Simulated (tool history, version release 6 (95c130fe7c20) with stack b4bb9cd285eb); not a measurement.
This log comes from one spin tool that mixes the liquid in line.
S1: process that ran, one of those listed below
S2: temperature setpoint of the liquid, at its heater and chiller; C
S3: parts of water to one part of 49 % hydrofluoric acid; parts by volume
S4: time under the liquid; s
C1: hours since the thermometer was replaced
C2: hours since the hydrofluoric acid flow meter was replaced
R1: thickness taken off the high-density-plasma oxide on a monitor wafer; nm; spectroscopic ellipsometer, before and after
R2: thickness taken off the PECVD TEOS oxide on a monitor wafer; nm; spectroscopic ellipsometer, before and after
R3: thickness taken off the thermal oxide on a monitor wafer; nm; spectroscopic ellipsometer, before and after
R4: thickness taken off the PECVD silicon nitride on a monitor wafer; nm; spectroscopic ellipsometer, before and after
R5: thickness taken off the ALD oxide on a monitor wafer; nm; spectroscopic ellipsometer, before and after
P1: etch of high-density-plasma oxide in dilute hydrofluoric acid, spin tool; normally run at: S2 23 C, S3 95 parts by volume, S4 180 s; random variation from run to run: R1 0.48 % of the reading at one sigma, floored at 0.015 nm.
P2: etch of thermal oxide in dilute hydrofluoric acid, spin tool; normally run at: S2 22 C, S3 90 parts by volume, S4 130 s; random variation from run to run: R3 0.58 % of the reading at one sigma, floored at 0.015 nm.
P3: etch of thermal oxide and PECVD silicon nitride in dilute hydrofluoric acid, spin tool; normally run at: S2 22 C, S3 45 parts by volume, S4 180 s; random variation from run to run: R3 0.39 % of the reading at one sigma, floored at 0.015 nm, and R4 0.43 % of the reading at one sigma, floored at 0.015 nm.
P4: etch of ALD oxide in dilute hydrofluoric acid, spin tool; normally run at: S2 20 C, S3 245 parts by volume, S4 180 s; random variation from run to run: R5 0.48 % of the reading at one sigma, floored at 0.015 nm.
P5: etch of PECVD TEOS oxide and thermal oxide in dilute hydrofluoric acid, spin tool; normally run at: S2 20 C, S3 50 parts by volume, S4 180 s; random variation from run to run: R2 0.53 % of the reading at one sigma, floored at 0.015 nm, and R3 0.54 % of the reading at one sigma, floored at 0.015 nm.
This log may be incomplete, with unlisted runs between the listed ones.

run	hour	S1	S2	S3	S4	C1	C2	R1	R2	R3	R4	R5
1	7.5	P1	23	95	180	1126.1	94.8	9.0519				
2	14.3	P1	30.5	95	180	1132.9	101.6	12.073				
3	21	P1	23	55	335	1139.6	108.3	30.764				
4	26.6	P1	23	95	180	1145.2	113.9	9.0229				
5	34.7	P1	23	95	180	1153.3	122	9.0248				
6	45.6	P5	20	80	180	1164.2	132.9		30.833	8.9269		
7	57.7	P1	23	135	180	1176.3	145	6.0978				
8	65.2	P5	20	50	180	1183.8	152.5		51.377	14.811		
9	74.1	P2	17	90	130	1192.7	161.4			4.9822		
10	85.5	P5	20	50	80	1204.1	172.8		22.963	6.6567		
11	93.8	P3	22	45	180	1212.4	181.1			17.575	5.8115	
12	100.7	P1	23	95	290	1219.3	188	14.584				
13	109.5	P2	22	90	60	1228.1	196.8			2.8097		
14	119.3	P2	22	90	130	1237.9	206.6			6.1435		
15	125.5	P5	28.5	50	180	1244.1	212.8		73.11	21.144		
16	131.2	P2	22	150	130	1249.8	218.5			3.437		
17	140.9	P3	22	45	180	1259.5	228.2			17.542	5.7814	
18	153	P2	22	90	130	1271.6	240.3			6.0885		
19	158.8	P1	23	95	180	1277.4	246.1	9.0591				
20	164.4	P1	23	20	75	1283	251.7	19.961				
21	173.5	P1	17	95	280	1292.1	260.8	11.055				
# hour 174.1: hydrofluoric acid flow meter replaced
22	184.3	P1	23	95	180	1302.9	10.2	9.1126				
23	190.8	P5	20	50	180	1309.4	16.7		51.012	14.891		
24	196.2	P4	20	245	180	1314.8	22.1					6.0114
25	207.6	P3	17	45	180	1326.2	33.5			14.141	4.0757	
26	213.2	P4	17	245	180	1331.8	39.1					5.3351
27	225	P4	20	245	15	1343.6	50.9					0.51945
28	236.8	P4	20	420	180	1355.4	62.7					3.0229
29	247.6	P1	23	95	15	1366.2	73.5	0.74902				
30	257.4	P1	23	55	180	1376	83.3	16.425				
31	267.6	P4	20	245	180	1386.2	93.5					6.0264
32	274.7	P1	17	95	180	1393.3	100.6	7.1358				
33	286.2	P3	22	20	180	1404.8	112.1			40.737	12.73	
34	294.1	P3	22	45	55	1412.7	120			5.3315	1.7678	
35	301.2	P1	23	95	180	1419.8	127.1	9.0328				
36	310.6	P1	23	95	180	1429.2	136.5	9.4037				
37	317.4	P1	23	95	180	1436	143.3	9.4289				
38	329.2	P1	23	95	180	1447.8	155.1	9.628				
39	337.3	P1	23	95	180	1455.9	163.2	9.5933				
40	346.5	P1	23	95	180	1465.1	172.4	9.7008				
41	352.5	P1	23	95	180	1471.1	178.4	9.8023				
42	361.5	P1	23	95	180	1480.1	187.4	9.7795				
43	372.8	P1	23	95	180	1491.4	198.7	9.8265				
44	384.5	P1	23	95	180	1503.1	210.4	9.7697				
45	394.1	P1	23	95	180	1512.7	220	9.7869				
46	406	P1	23	95	180	1524.6	231.9	9.9163				

Compared with where it was, what P1 gives has crept away. Each cause listed below fits the log as well as the rest, at the size given for it:
A: liquid hotter than its thermometer reads (K) = 2.16
B: hydrofluoric acid flow above the setpoint (%) = 8
Creep in the process output first set in at about hour 301.2.

Each of the 4 check runs below uses one wafer; its results are left as question marks. Which run tells the causes apart?
check 1	417.9	P2	18.5	90	130					?		
check 2	417.9	P3	17	25	180					?	?	
check 3	417.9	P4	20	355	15							?
check 4	417.9	P5	26	80	180				?	?		

Outcome of each check run for each possible cause:
check	result	if A	if B
check 1	R3	5.8035	5.7728
check 2	R3	28.781	28.328
check 2	R4	8.3951	7.7448
check 3	R5	0.33603	0.34424
check 4	R2	42.943	42.959
check 4	R3	12.436	12.441
Smallest distance between any two causes, each pair judged by its most separating result, in per cent: check 1 0.53 %; check 2 8.06 %; check 3 2.41 %; check 4 0.04 %
Check 2 tells the causes apart: in the others they would give nearly the same result.

The results of check 2 are: R3 28.625 nm; R4 8.4311 nm. Based on these, which of the listed causes is it?

Of the candidate causes, it is A: liquid hotter than its thermometer reads (K).

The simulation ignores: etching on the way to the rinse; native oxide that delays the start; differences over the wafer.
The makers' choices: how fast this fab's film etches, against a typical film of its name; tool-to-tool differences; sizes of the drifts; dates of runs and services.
